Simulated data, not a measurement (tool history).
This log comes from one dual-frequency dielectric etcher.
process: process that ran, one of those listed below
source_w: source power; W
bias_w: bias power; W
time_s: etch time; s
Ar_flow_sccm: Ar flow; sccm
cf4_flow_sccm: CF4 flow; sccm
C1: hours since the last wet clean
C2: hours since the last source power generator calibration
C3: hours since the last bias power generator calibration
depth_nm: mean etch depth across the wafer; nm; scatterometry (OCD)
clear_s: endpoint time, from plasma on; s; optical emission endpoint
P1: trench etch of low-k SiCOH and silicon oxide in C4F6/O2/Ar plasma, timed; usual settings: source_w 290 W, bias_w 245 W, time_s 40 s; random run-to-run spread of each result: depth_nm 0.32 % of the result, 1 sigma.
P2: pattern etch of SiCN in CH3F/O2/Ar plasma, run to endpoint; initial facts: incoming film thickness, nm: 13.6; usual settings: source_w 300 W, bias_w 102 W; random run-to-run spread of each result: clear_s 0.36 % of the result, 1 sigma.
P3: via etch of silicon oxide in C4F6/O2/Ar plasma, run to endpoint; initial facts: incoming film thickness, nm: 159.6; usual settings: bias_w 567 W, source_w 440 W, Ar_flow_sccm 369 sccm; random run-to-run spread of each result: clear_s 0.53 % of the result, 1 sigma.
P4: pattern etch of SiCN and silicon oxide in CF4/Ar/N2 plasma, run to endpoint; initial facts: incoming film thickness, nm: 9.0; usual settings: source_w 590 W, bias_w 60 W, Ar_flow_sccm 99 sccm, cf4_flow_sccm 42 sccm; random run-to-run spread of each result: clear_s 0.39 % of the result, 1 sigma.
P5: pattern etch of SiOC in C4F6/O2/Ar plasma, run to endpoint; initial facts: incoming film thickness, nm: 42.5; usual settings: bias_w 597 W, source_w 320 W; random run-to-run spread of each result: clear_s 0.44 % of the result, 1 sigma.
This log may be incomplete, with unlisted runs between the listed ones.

{"run": 1, "hour": 7.0, "process": "P1", "source_w": 290, "bias_w": 245, "time_s": 40, "C1": 88.4, "C2": 1550.7, "C3": 758.7, "depth_nm": 119.42}
{"run": 2, "hour": 13.5, "process": "P2", "source_w": 240, "bias_w": 102, "C1": 94.9, "C2": 1557.2, "C3": 765.2, "clear_s": 38.258}
{"run": 3, "hour": 19.2, "process": "P2", "source_w": 300, "bias_w": 102, "C1": 100.6, "C2": 1562.9, "C3": 770.9, "clear_s": 35.194}
{"run": 4, "hour": 27.4, "process": "P1", "source_w": 290, "bias_w": 245, "time_s": 27.5, "C1": 108.8, "C2": 1571.1, "C3": 779.1, "depth_nm": 82.146}
{"run": 5, "hour": 32.1, "process": "P4", "source_w": 590, "bias_w": 60, "Ar_flow_sccm": 99, "cf4_flow_sccm": 33, "C1": 113.5, "C2": 1575.8, "C3": 783.8, "clear_s": 9.9103}
{"run": 6, "hour": 37.1, "process": "P5", "source_w": 450, "bias_w": 597, "C1": 118.5, "C2": 1580.8, "C3": 788.8, "clear_s": 12.677}
{"run": 7, "hour": 45.6, "process": "P4", "source_w": 440, "bias_w": 60, "Ar_flow_sccm": 99, "cf4_flow_sccm": 42, "C1": 127, "C2": 1589.3, "C3": 797.3, "clear_s": 12.336}
{"run": 8, "hour": 50.1, "process": "P4", "source_w": 590, "bias_w": 60, "Ar_flow_sccm": 99, "cf4_flow_sccm": 42, "C1": 131.5, "C2": 1593.8, "C3": 801.8, "clear_s": 9.4883}
{"run": 9, "hour": 55.7, "process": "P4", "source_w": 590, "bias_w": 60, "Ar_flow_sccm": 129, "cf4_flow_sccm": 42, "C1": 137.1, "C2": 1599.4, "C3": 807.4, "clear_s": 9.9566}
{"run": 10, "hour": 61.1, "process": "P3", "source_w": 540, "bias_w": 567, "Ar_flow_sccm": 369, "C1": 142.5, "C2": 1604.8, "C3": 812.8, "clear_s": 30.915}
{"run": 11, "hour": 66.8, "process": "P5", "source_w": 320, "bias_w": 807, "C1": 148.2, "C2": 1610.5, "C3": 818.5, "clear_s": 12.865}
{"run": 12, "hour": 70.7, "process": "P4", "source_w": 590, "bias_w": 45, "Ar_flow_sccm": 99, "cf4_flow_sccm": 42, "C1": 152.1, "C2": 1614.4, "C3": 822.4, "clear_s": 10.471}
{"hour": 75.9, "done": "bias power generator calibrated"}
{"run": 13, "hour": 78.5, "process": "P4", "source_w": 590, "bias_w": 60, "Ar_flow_sccm": 99, "cf4_flow_sccm": 42, "C1": 159.9, "C2": 1622.2, "C3": 2.7, "clear_s": 9.537}
{"run": 14, "hour": 86.0, "process": "P2", "source_w": 300, "bias_w": 102, "C1": 167.4, "C2": 1629.7, "C3": 10.2, "clear_s": 35.373}
{"run": 15, "hour": 93.6, "process": "P1", "source_w": 410, "bias_w": 245, "time_s": 40, "C1": 175, "C2": 1637.3, "C3": 17.8, "depth_nm": 136.71}
{"run": 16, "hour": 101.3, "process": "P1", "source_w": 290, "bias_w": 245, "time_s": 40, "C1": 182.7, "C2": 1645, "C3": 25.5, "depth_nm": 119.31}
{"run": 17, "hour": 110.0, "process": "P1", "source_w": 380, "bias_w": 173, "time_s": 40, "C1": 191.4, "C2": 1653.7, "C3": 34.2, "depth_nm": 117.79}
{"run": 18, "hour": 117.3, "process": "P3", "source_w": 440, "bias_w": 567, "Ar_flow_sccm": 369, "C1": 198.7, "C2": 1661, "C3": 41.5, "clear_s": 32.639}
{"run": 19, "hour": 122.9, "process": "P1", "source_w": 290, "bias_w": 245, "time_s": 40, "C1": 204.3, "C2": 1666.6, "C3": 47.1, "depth_nm": 119.13}
{"run": 20, "hour": 131.3, "process": "P1", "source_w": 290, "bias_w": 164, "time_s": 40, "C1": 212.7, "C2": 1675, "C3": 55.5, "depth_nm": 105.13}
{"run": 21, "hour": 135.3, "process": "P3", "source_w": 440, "bias_w": 567, "Ar_flow_sccm": 251, "C1": 216.7, "C2": 1679, "C3": 59.5, "clear_s": 31.755}
{"run": 22, "hour": 144.3, "process": "P3", "source_w": 440, "bias_w": 567, "Ar_flow_sccm": 369, "C1": 225.7, "C2": 1688, "C3": 68.5, "clear_s": 32.963}
{"run": 23, "hour": 149.9, "process": "P1", "source_w": 180, "bias_w": 245, "time_s": 40, "C1": 231.3, "C2": 1693.6, "C3": 74.1, "depth_nm": 100.23}
{"run": 24, "hour": 156.3, "process": "P1", "source_w": 290, "bias_w": 313, "time_s": 40, "C1": 237.7, "C2": 1700, "C3": 80.5, "depth_nm": 129.34}
{"run": 25, "hour": 165.2, "process": "P1", "source_w": 290, "bias_w": 245, "time_s": 52.5, "C1": 246.6, "C2": 1708.9, "C3": 89.4, "depth_nm": 156.5}
{"run": 26, "hour": 170.7, "process": "P1", "source_w": 290, "bias_w": 245, "time_s": 40, "C1": 252.1, "C2": 1714.4, "C3": 94.9, "depth_nm": 119.89}
{"run": 27, "hour": 176.7, "process": "P5", "source_w": 320, "bias_w": 597, "C1": 258.1, "C2": 1720.4, "C3": 100.9, "clear_s": 14.465}
{"run": 28, "hour": 185.4, "process": "P5", "source_w": 320, "bias_w": 597, "C1": 266.8, "C2": 1729.1, "C3": 109.6, "clear_s": 14.42}
{"run": 29, "hour": 191.2, "process": "P1", "source_w": 290, "bias_w": 245, "time_s": 40, "C1": 272.6, "C2": 1734.9, "C3": 115.4, "depth_nm": 119.39}
{"run": 30, "hour": 196.6, "process": "P1", "source_w": 290, "bias_w": 245, "time_s": 40, "C1": 278, "C2": 1740.3, "C3": 120.8, "depth_nm": 119.26}
{"run": 31, "hour": 201.2, "process": "P3", "source_w": 440, "bias_w": 724, "Ar_flow_sccm": 369, "C1": 282.6, "C2": 1744.9, "C3": 125.4, "clear_s": 30.112}
{"run": 32, "hour": 205.3, "process": "P2", "source_w": 300, "bias_w": 70, "C1": 286.7, "C2": 1749, "C3": 129.5, "clear_s": 40.342}
{"run": 33, "hour": 213.2, "process": "P1", "source_w": 290, "bias_w": 245, "time_s": 40, "C1": 294.6, "C2": 1756.9, "C3": 137.4, "depth_nm": 119.18}
{"run": 34, "hour": 220.2, "process": "P1", "source_w": 290, "bias_w": 245, "time_s": 40, "C1": 301.6, "C2": 1763.9, "C3": 144.4, "depth_nm": 120.11}
{"run": 35, "hour": 224.9, "process": "P1", "source_w": 290, "bias_w": 245, "time_s": 40, "C1": 306.3, "C2": 1768.6, "C3": 149.1, "depth_nm": 119.96}
{"run": 36, "hour": 230.6, "process": "P1", "source_w": 290, "bias_w": 245, "time_s": 40, "C1": 312, "C2": 1774.3, "C3": 154.8, "depth_nm": 120.32}
{"run": 37, "hour": 238.5, "process": "P1", "source_w": 290, "bias_w": 245, "time_s": 40, "C1": 319.9, "C2": 1782.2, "C3": 162.7, "depth_nm": 120.83}

What will run 38 give?
{"hour": 242.9, "done": "wet clean of the chamber"}
{"run": 38, "hour": 243.4, "process": "P1", "source_w": 290, "bias_w": 245, "time_s": 40, "C1": 0.5, "C2": 1787.1, "C3": 167.6, "depth_nm": "?"}

Run 38 yielded depth_nm 121.57 nm.

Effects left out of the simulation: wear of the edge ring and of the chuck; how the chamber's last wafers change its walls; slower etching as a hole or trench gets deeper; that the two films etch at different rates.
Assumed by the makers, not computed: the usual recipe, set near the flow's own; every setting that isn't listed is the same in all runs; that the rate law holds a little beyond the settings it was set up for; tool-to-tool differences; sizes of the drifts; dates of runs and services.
